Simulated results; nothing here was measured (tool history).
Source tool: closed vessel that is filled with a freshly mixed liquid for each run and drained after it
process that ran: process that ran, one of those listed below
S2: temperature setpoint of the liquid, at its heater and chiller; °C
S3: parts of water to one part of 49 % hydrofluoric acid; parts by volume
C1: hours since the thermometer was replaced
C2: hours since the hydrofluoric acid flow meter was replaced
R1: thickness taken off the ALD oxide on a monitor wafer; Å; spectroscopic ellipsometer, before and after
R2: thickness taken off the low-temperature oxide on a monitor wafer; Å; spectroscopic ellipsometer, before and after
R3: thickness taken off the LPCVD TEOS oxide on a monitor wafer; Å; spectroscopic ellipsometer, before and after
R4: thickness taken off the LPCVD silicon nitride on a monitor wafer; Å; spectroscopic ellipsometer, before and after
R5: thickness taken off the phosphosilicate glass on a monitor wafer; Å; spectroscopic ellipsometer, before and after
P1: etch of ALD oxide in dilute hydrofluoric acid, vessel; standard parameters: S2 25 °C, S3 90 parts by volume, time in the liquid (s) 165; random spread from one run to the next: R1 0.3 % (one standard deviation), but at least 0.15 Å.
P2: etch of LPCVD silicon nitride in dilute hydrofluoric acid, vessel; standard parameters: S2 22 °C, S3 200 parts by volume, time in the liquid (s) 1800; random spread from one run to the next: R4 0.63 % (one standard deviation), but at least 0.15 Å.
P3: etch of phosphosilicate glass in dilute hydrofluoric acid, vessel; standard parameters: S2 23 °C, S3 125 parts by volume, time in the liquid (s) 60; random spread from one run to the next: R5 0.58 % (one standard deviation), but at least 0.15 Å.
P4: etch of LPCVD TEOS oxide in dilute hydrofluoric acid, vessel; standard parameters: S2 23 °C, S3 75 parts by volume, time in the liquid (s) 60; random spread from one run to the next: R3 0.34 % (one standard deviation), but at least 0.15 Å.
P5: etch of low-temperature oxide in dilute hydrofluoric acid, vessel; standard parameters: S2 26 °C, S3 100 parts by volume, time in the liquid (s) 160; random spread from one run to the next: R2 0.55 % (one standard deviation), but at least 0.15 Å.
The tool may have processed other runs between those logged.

run 1 hour=6.8 | process_that_ran=P1 S2=25 S3=90 time_in_the_liquid_(s)=165 | C1=1005.4 C2=546.6 | R1=205.28
run 2 hour=15 | process_that_ran=P5 S2=26 S3=100 time_in_the_liquid_(s)=160 | C1=1013.6 C2=554.8 | R2=366.61
run 3 hour=24 | process_that_ran=P4 S2=23 S3=75 time_in_the_liquid_(s)=60 | C1=1022.6 C2=563.8 | R3=315.96
run 4 hour=32.2 | process_that_ran=P1 S2=25 S3=35 time_in_the_liquid_(s)=165 | C1=1030.8 C2=572 | R1=567.24
run 5 hour=39.7 | process_that_ran=P1 S2=25 S3=150 time_in_the_liquid_(s)=165 | C1=1038.3 C2=579.5 | R1=114.39
run 6 hour=48.6 | process_that_ran=P2 S2=27 S3=200 time_in_the_liquid_(s)=1800 | C1=1047.2 C2=588.4 | R4=57.267
run 7 hour=63.1 | process_that_ran=P1 S2=25 S3=90 time_in_the_liquid_(s)=70 | C1=1061.7 C2=602.9 | R1=87.844
run 8 hour=69.9 | process_that_ran=P2 S2=22 S3=200 time_in_the_liquid_(s)=1800 | C1=1068.5 C2=609.7 | R4=40.837
run 9 hour=82.2 | process_that_ran=P1 S2=25 S3=90 time_in_the_liquid_(s)=165 | C1=1080.8 C2=622 | R1=206.25
run 10 hour=90.9 | process_that_ran=P1 S2=31.5 S3=90 time_in_the_liquid_(s)=315 | C1=1089.5 C2=630.7 | R1=505.59
run 11 hour=98.9 | process_that_ran=P1 S2=25 S3=90 time_in_the_liquid_(s)=300 | C1=1097.5 C2=638.7 | R1=374.08
run 12 hour=109.9 | process_that_ran=P5 S2=26 S3=100 time_in_the_liquid_(s)=305 | C1=1108.5 C2=649.7 | R2=700.96
run 13 hour=123.4 | process_that_ran=P5 S2=30 S3=100 time_in_the_liquid_(s)=160 | C1=1122 C2=663.2 | R2=424.67
run 14 hour=135.5 | process_that_ran=P5 S2=26 S3=100 time_in_the_liquid_(s)=160 | C1=1134.1 C2=675.3 | R2=365.28
run 15 hour=142.8 | process_that_ran=P5 S2=26 S3=60 time_in_the_liquid_(s)=160 | C1=1141.4 C2=682.6 | R2=638.73
run 16 hour=153.4 | process_that_ran=P3 S2=23 S3=125 time_in_the_liquid_(s)=60 | C1=1152 C2=693.2 | R5=377.39
run 17 hour=165.5 | process_that_ran=P1 S2=25 S3=90 time_in_the_liquid_(s)=165 | C1=1164.1 C2=705.3 | R1=205.15
run 18 hour=177.7 | process_that_ran=P1 S2=25 S3=90 time_in_the_liquid_(s)=165 | C1=1176.3 C2=717.5 | R1=205.66
run 19 hour=187.6 | process_that_ran=P3 S2=23 S3=205 time_in_the_liquid_(s)=60 | C1=1186.2 C2=727.4 | R5=207.44
run 20 hour=199.2 | process_that_ran=P3 S2=23 S3=125 time_in_the_liquid_(s)=30 | C1=1197.8 C2=739 | R5=187.73
run 21 hour=213 | process_that_ran=P1 S2=21.5 S3=90 time_in_the_liquid_(s)=165 | C1=1211.6 C2=752.8 | R1=178.44
run 22 hour=223.9 | process_that_ran=P2 S2=22 S3=200 time_in_the_liquid_(s)=3060 | C1=1222.5 C2=763.7 | R4=71.045
run 23 hour=233.8 | process_that_ran=P3 S2=17 S3=125 time_in_the_liquid_(s)=60 | C1=1232.4 C2=773.6 | R5=293.02
run 24 hour=244.7 | process_that_ran=P4 S2=23 S3=75 time_in_the_liquid_(s)=30 | C1=1243.3 C2=784.5 | R3=157.05

Expected results for the next run?
run 25 hour=256 | process_that_ran=P2 S2=22 S3=355 time_in_the_liquid_(s)=1800 | C1=1254.6 C2=795.8 | R4=?

{"run 25": {"R4": 23.864}}

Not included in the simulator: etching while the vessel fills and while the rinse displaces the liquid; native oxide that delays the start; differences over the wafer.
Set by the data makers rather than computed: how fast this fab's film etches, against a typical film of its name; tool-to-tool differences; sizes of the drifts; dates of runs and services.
